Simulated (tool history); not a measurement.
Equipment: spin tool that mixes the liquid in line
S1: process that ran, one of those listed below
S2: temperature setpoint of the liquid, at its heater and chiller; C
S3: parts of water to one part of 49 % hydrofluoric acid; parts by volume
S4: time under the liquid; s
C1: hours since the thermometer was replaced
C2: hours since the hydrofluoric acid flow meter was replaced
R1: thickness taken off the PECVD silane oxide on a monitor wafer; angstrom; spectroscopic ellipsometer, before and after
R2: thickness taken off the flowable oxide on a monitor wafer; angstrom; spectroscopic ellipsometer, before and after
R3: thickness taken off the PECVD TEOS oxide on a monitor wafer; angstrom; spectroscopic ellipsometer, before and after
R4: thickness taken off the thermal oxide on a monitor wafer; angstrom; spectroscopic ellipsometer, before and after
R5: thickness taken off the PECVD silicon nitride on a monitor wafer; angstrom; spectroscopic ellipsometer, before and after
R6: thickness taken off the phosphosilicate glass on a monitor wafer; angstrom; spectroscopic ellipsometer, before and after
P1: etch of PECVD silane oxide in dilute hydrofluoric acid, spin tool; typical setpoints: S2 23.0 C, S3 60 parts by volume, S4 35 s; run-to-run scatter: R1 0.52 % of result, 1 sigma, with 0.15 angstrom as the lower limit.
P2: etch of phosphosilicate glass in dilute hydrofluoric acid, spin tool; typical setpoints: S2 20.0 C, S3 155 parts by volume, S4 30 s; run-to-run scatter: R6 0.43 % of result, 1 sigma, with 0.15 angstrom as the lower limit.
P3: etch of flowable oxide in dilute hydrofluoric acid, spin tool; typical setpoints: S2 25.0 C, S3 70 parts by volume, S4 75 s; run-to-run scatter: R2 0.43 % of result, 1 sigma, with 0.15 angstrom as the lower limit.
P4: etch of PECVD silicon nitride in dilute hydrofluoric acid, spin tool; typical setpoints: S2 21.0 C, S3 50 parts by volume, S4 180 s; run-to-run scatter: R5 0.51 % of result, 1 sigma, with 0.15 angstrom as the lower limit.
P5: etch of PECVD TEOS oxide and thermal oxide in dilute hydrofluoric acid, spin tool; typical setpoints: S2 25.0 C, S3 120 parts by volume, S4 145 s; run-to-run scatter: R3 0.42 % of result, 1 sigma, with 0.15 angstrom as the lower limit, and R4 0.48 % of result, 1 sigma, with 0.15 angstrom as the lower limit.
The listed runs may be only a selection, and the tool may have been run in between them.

| run | day | S1 | S2 | S3 | S4 | C1 | C2 | R1 | R2 | R3 | R4 | R5 | R6 |
|---|---|---|---|---|---|---|---|---|---|---|---|---|---|
| 1 | 0.096 | P1 | 23.0 | 60 | 35 | 804.1 | 1079.0 | 202.05 |  |  |  |  |  |
| 2 | 0.238 | P1 | 23.0 | 60 | 35 | 807.5 | 1082.4 | 203.18 |  |  |  |  |  |
| 3 | 0.358 | P1 | 23.0 | 60 | 35 | 810.4 | 1085.3 | 200.25 |  |  |  |  |  |
| 4 | 0.546 | P1 | 18.0 | 85 | 35 | 814.9 | 1089.8 | 112.12 |  |  |  |  |  |
| 5 | 0.671 | P3 | 25.0 | 70 | 130 | 817.9 | 1092.8 |  | 614.73 |  |  |  |  |
| 6 | 0.838 | P5 | 25.0 | 60 | 145 | 821.9 | 1096.8 |  |  | 231.77 | 125.350 |  |  |
| 7 | 1.025 | P1 | 23.0 | 60 | 35 | 826.4 | 1101.3 | 204.43 |  |  |  |  |  |
| 8 | 1.125 | P4 | 21.0 | 50 | 180 | 828.8 | 1103.7 |  |  |  |  | 166.55 |  |
| 9 | 1.300 | P3 | 20.5 | 70 | 75 | 833.0 | 1107.9 |  | 296.07 |  |  |  |  |
| 10 | 1.392 | P2 | 20.0 | 220 | 30 | 835.2 | 1110.1 |  |  |  |  |  | 161.88 |
| 11 | 1.529 | P1 | 23.0 | 60 | 35 | 838.5 | 1113.4 | 202.51 |  |  |  |  |  |
| 12 | 1.650 | P4 | 21.0 | 80 | 180 | 841.4 | 1116.3 |  |  |  |  | 104.59 |  |
| 13 | 1.833 | P1 | 31.0 | 60 | 35 | 845.8 | 1120.7 | 279.32 |  |  |  |  |  |
| 14 | 1.983 | P3 | 25.0 | 70 | 75 | 849.4 | 1124.3 |  | 354.50 |  |  |  |  |
| 15 | 2.175 | P1 | 23.0 | 30 | 35 | 854.0 | 1128.9 | 422.87 |  |  |  |  |  |
|  | 2.288 | hydrofluoric acid flow meter replaced |
| 16 | 2.304 | P4 | 21.0 | 50 | 180 | 857.1 | 0.5 |  |  |  |  | 165.41 |  |
| 17 | 2.462 | P4 | 29.0 | 50 | 180 | 860.9 | 4.3 |  |  |  |  | 284.22 |  |
| 18 | 2.662 | P2 | 20.0 | 155 | 15 | 865.7 | 9.1 |  |  |  |  |  | 122.66 |
| 19 | 2.796 | P1 | 23.0 | 60 | 60 | 868.9 | 12.3 | 348.68 |  |  |  |  |  |
| 20 | 2.904 | P1 | 23.0 | 90 | 35 | 871.5 | 14.9 | 130.08 |  |  |  |  |  |
| 21 | 3.088 | P1 | 17.0 | 60 | 35 | 875.9 | 19.3 | 157.32 |  |  |  |  |  |
| 22 | 3.204 | P5 | 25.0 | 120 | 145 | 878.7 | 22.1 |  |  | 107.55 | 57.830 |  |  |
| 23 | 3.354 | P4 | 21.0 | 50 | 275 | 882.3 | 25.7 |  |  |  |  | 253.50 |  |
| 24 | 3.496 | P5 | 29.0 | 120 | 145 | 885.7 | 29.1 |  |  | 124.32 | 67.048 |  |  |
| 25 | 3.638 | P3 | 25.0 | 70 | 75 | 889.1 | 32.5 |  | 357.61 |  |  |  |  |
| 26 | 3.738 | P2 | 20.0 | 155 | 30 | 891.5 | 34.9 |  |  |  |  |  | 244.85 |
| 27 | 3.871 | P5 | 25.0 | 120 | 220 | 894.7 | 38.1 |  |  | 163.36 | 87.613 |  |  |
| 28 | 4.033 | P3 | 25.0 | 25 | 75 | 898.6 | 42.0 |  | 1061.60 |  |  |  |  |
| 29 | 4.150 | P2 | 28.0 | 155 | 30 | 901.4 | 44.8 |  |  |  |  |  | 332.57 |
| 30 | 4.242 | P1 | 23.0 | 60 | 15 | 903.6 | 47.0 | 87.20 |  |  |  |  |  |
| 31 | 4.396 | P1 | 23.0 | 60 | 35 | 907.3 | 50.7 | 201.91 |  |  |  |  |  |
| 32 | 4.596 | P1 | 23.0 | 60 | 35 | 912.1 | 55.5 | 211.63 |  |  |  |  |  |
| 33 | 4.733 | P1 | 23.0 | 60 | 35 | 915.4 | 58.8 | 215.53 |  |  |  |  |  |
| 34 | 4.842 | P1 | 23.0 | 60 | 35 | 918.0 | 61.4 | 217.47 |  |  |  |  |  |
| 35 | 4.942 | P1 | 23.0 | 60 | 35 | 920.4 | 63.8 | 217.42 |  |  |  |  |  |
| 36 | 5.038 | P1 | 23.0 | 60 | 35 | 922.7 | 66.1 | 220.18 |  |  |  |  |  |
| 37 | 5.217 | P1 | 23.0 | 60 | 35 | 927.0 | 70.4 | 222.50 |  |  |  |  |  |
| 38 | 5.338 | P1 | 23.0 | 60 | 35 | 929.9 | 73.3 | 221.56 |  |  |  |  |  |
| 39 | 5.467 | P1 | 23.0 | 60 | 35 | 933.0 | 76.4 | 219.81 |  |  |  |  |  |
| 40 | 5.658 | P1 | 23.0 | 60 | 35 | 937.6 | 81.0 | 222.55 |  |  |  |  |  |

P1 no longer gives what it gave before; its output has crept away from where it was. The following 2 causes, each at its listed size, fit the log equally well:
A: hydrofluoric acid flow above the setpoint (%) = 8.49
B: liquid hotter than its thermometer reads (K) = 2.15
The process output started creeping at around day 4.396.

4 check runs are offered, one wafer each, their results left as question marks. Which one tells the causes apart?
| check 1 | 5.850 | P3 | 25.0 | 70 | 75 |  |  |  | ? |  |  |  |  |
| check 2 | 5.850 | P2 | 20.0 | 155 | 30 |  |  |  |  |  |  |  | ? |
| check 3 | 5.850 | P4 | 21.0 | 50 | 180 |  |  |  |  |  |  | ? |  |
| check 4 | 5.850 | P5 | 25.0 | 120 | 145 |  |  |  |  | ? | ? |  |  |

What each check would give under each cause:
| check | result | if A | if B |
|---|---|---|---|
| check 1 | R2 | 389.11 | 387.87 |
| check 2 | R6 | 269.50 | 266.88 |
| check 3 | R5 | 179.80 | 192.42 |
| check 4 | R3 | 117.66 | 116.41 |
| check 4 | R4 | 63.430 | 62.754 |
How far apart the two closest causes lie, in the result that separates them most: check 1 0.32 %; check 2 0.98 %; check 3 6.78 %; check 4 1.07 %
The causes can be told apart only by check 3. The other checks would give nearly the same results under each of them.

Here is what check 3 returned: R5 179.42 angstrom. Which cause is it?

It is A: hydrofluoric acid flow above the setpoint (%).
